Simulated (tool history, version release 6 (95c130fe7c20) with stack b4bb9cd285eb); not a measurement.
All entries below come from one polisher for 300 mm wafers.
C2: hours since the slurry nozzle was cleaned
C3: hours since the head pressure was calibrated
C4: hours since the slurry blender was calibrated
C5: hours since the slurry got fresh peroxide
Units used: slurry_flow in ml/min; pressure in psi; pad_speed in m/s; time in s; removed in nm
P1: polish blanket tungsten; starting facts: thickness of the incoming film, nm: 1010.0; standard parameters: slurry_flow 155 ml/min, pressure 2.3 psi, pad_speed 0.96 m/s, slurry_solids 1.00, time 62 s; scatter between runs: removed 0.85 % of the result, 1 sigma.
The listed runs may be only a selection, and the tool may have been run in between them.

Run 1, day 0.479: slurry_flow 155 ml/min, pressure 2.3 psi, pad_speed 0.96 m/s, slurry_solids 1.00, time 62 s; wafers polished on this pad 896; C2 172.4; C3 302.9; C4 301.9; C5 38.1. Result: removed 146.300 nm.
Run 2, day 0.867: slurry_flow 195 ml/min, pressure 2.3 psi, pad_speed 0.96 m/s, slurry_solids 0.55, time 62 s; wafers polished on this pad 1001; C2 181.7; C3 312.2; C4 311.2; C5 47.4. Result: removed 134.170 nm.
Run 3, day 1.125: slurry_flow 155 ml/min, pressure 2.3 psi, pad_speed 0.96 m/s, slurry_solids 0.55, time 62 s; wafers polished on this pad 1071; C2 187.9; C3 318.4; C4 317.4; C5 53.6. Result: removed 128.490 nm.
Run 4, day 1.383: slurry_flow 155 ml/min, pressure 2.3 psi, pad_speed 0.96 m/s, slurry_solids 1.45, time 62 s; wafers polished on this pad 1141; C2 194.1; C3 324.6; C4 323.6; C5 59.8. Result: removed 164.520 nm.
Run 5, day 1.742: slurry_flow 155 ml/min, pressure 2.3 psi, pad_speed 0.96 m/s, slurry_solids 1.00, time 62 s; wafers polished on this pad 1238; C2 202.7; C3 333.2; C4 332.2; C5 68.4. Result: removed 146.730 nm.
Run 6, day 2.146: slurry_flow 155 ml/min, pressure 2.3 psi, pad_speed 0.96 m/s, slurry_solids 1.00, time 62 s; wafers polished on this pad 1348; C2 212.4; C3 342.9; C4 341.9; C5 78.1. Result: removed 148.700 nm.
Run 7, day 2.408: slurry_flow 155 ml/min, pressure 3.5 psi, pad_speed 0.56 m/s, slurry_solids 1.00, time 62 s; wafers polished on this pad 1419; C2 218.7; C3 349.2; C4 348.2; C5 84.4. Result: removed 130.620 nm.
Run 8, day 2.750: slurry_flow 155 ml/min, pressure 2.3 psi, pad_speed 0.96 m/s, slurry_solids 1.00, time 96 s; wafers polished on this pad 1511; C2 226.9; C3 357.4; C4 356.4; C5 92.6. Result: removed 223.810 nm.
Run 9, day 2.983: slurry_flow 155 ml/min, pressure 2.3 psi, pad_speed 0.96 m/s, slurry_solids 1.00, time 62 s; wafers polished on this pad 1574; C2 232.5; C3 363.0; C4 362.0; C5 98.2. Result: removed 147.490 nm.
Run 10, day 3.242: slurry_flow 245 ml/min, pressure 2.3 psi, pad_speed 0.96 m/s, slurry_solids 1.00, time 62 s; wafers polished on this pad 1644; C2 238.7; C3 369.2; C4 368.2; C5 104.4. Result: removed 155.000 nm.
Run 11, day 3.571: slurry_flow 155 ml/min, pressure 2.3 psi, pad_speed 0.96 m/s, slurry_solids 1.00, time 62 s; wafers polished on this pad 1734; C2 246.6; C3 377.1; C4 376.1; C5 112.3. Result: removed 144.580 nm.
At day 3.712: head pressure recalibrated.
Run 12, day 3.946: slurry_flow 155 ml/min, pressure 3.6 psi, pad_speed 0.96 m/s, slurry_solids 1.00, time 62 s; wafers polished on this pad 1835; C2 255.6; C3 5.7; C4 385.1; C5 121.3. Result: removed 233.240 nm.
Run 13, day 4.296: slurry_flow 110 ml/min, pressure 2.3 psi, pad_speed 0.96 m/s, slurry_solids 1.00, time 62 s; wafers polished on this pad 1930; C2 264.0; C3 14.1; C4 393.5; C5 129.7. Result: removed 138.340 nm.
Run 14, day 4.729: slurry_flow 155 ml/min, pressure 1.3 psi, pad_speed 0.96 m/s, slurry_solids 1.00, time 62 s; wafers polished on this pad 2047; C2 274.4; C3 24.5; C4 403.9; C5 140.1. Result: removed 83.589 nm.
Run 15, day 5.054: slurry_flow 155 ml/min, pressure 2.3 psi, pad_speed 0.44 m/s, slurry_solids 1.00, time 62 s; wafers polished on this pad 2135; C2 282.2; C3 32.3; C4 411.7; C5 147.9. Result: removed 68.745 nm.
Run 16, day 5.383: slurry_flow 155 ml/min, pressure 2.3 psi, pad_speed 0.96 m/s, slurry_solids 1.00, time 62 s; wafers polished on this pad 2225; C2 290.1; C3 40.2; C4 419.6; C5 155.8. Result: removed 146.390 nm.
Run 17, day 5.679: slurry_flow 155 ml/min, pressure 2.3 psi, pad_speed 0.96 m/s, slurry_solids 1.00, time 62 s; wafers polished on this pad 2305; C2 297.2; C3 47.3; C4 426.7; C5 162.9. Result: removed 148.810 nm.
Run 18, day 6.021: slurry_flow 155 ml/min, pressure 2.3 psi, pad_speed 0.96 m/s, slurry_solids 1.00, time 34 s; wafers polished on this pad 2397; C2 305.4; C3 55.5; C4 434.9; C5 171.1. Result: removed 80.699 nm.

Run 19 comes next. What will it give?
Run 19, day 6.450: slurry_flow 155 ml/min, pressure 2.3 psi, pad_speed 1.38 m/s, slurry_solids 1.00, time 62 s; wafers polished on this pad 2513; C2 315.7; C3 65.8; C4 445.2; C5 181.4. Result: removed ?.

{"run 19": {"removed": 210.16}}
